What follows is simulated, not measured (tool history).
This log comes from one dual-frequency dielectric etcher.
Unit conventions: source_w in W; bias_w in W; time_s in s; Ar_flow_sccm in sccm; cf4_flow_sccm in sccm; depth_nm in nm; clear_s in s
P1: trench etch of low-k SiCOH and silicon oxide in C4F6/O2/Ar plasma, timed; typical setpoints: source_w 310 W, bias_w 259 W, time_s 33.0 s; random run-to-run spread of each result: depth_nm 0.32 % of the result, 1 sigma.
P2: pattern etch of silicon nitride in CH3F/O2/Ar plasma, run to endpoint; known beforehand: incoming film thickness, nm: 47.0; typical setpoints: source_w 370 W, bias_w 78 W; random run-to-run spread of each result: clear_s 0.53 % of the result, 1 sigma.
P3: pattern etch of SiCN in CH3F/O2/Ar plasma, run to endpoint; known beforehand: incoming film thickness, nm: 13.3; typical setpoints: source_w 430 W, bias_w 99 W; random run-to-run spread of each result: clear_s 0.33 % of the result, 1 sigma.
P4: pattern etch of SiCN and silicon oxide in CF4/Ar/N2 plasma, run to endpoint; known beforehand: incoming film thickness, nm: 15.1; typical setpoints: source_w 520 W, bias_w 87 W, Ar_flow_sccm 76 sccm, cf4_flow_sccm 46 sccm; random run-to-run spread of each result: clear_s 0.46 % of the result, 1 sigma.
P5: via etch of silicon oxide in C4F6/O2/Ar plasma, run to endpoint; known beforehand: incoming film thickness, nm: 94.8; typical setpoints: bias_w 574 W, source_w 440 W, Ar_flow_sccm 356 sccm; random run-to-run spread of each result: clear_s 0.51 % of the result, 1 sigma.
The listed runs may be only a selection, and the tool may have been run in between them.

run   hour  process  source_w  bias_w  time_s  Ar_flow_sccm  cf4_flow_sccm  hours since the last wet clean  hours since the last source power generator calibration  hours since the last bias power generator calibration  depth_nm  clear_s
  1    3.9       P1       310     259    33.0                                                        310.6                                                   1059.3                                                 3265.6   106.290
  2    7.9       P5       440     386                   356                                          314.6                                                   1063.3                                                 3269.6             22.737
  3   15.3       P1       180     259    33.0                                                        322.0                                                   1070.7                                                 3277.0    86.111
  4   21.8       P4       520      87                    57             46                           328.5                                                   1077.2                                                 3283.5             14.088
  5   28.5       P1       310     259    33.0                                                        335.2                                                   1083.9                                                 3290.2   106.840
  6   32.8       P5       440     574                   356                                          339.5                                                   1088.2                                                 3294.5             19.524
  7   38.0       P4       520      60                    76             46                           344.7                                                   1093.4                                                 3299.7             16.590
  8   42.2       P1       310     259    33.0                                                        348.9                                                   1097.6                                                 3303.9   106.270
  9   48.9       P4       520      87                    76             46                           355.6                                                   1104.3                                                 3310.6             14.490
 10   57.2       P1       310     259    33.0                                                        363.9                                                   1112.6                                                 3318.9   106.270
 11   63.5       P1       310     259    40.5                                                        370.2                                                   1118.9                                                 3325.2   130.010
 12   69.9       P1       230     259    41.0                                                        376.6                                                   1125.3                                                 3331.6   117.740
 13   76.7       P1       310     345    33.0                                                        383.4                                                   1132.1                                                 3338.4   117.520
 14   82.0       P1       310     259    22.0                                                        388.7                                                   1137.4                                                 3343.7    70.977
 15   89.8       P4       520      87                    76             28                           396.5                                                   1145.2                                                 3351.5             15.764
 16   96.6       P2       370     110                                                                403.3                                                   1152.0                                                 3358.3             60.877
 17  102.9       P3       430     140                                                                409.6                                                   1158.3                                                 3364.6             27.061
 18  108.8       P1       310     175    33.0                                                        415.5                                                   1164.2                                                 3370.5    93.679
 19  116.3       P2       490      78                                                                423.0                                                   1171.7                                                 3378.0             61.726
 20  121.5       P2       370      78                                                                428.2                                                   1176.9                                                 3383.2             68.336
 21  127.1       P5       440     574                   438                                          433.8                                                   1182.5                                                 3388.8             20.044

Run 22, settings as shown, results not yet in. Your forecast:
 22  131.5       P3       430      99                                                                438.2                                                   1186.9                                                 3393.2                  ?

{"run 22": {"clear_s": 31.121}}
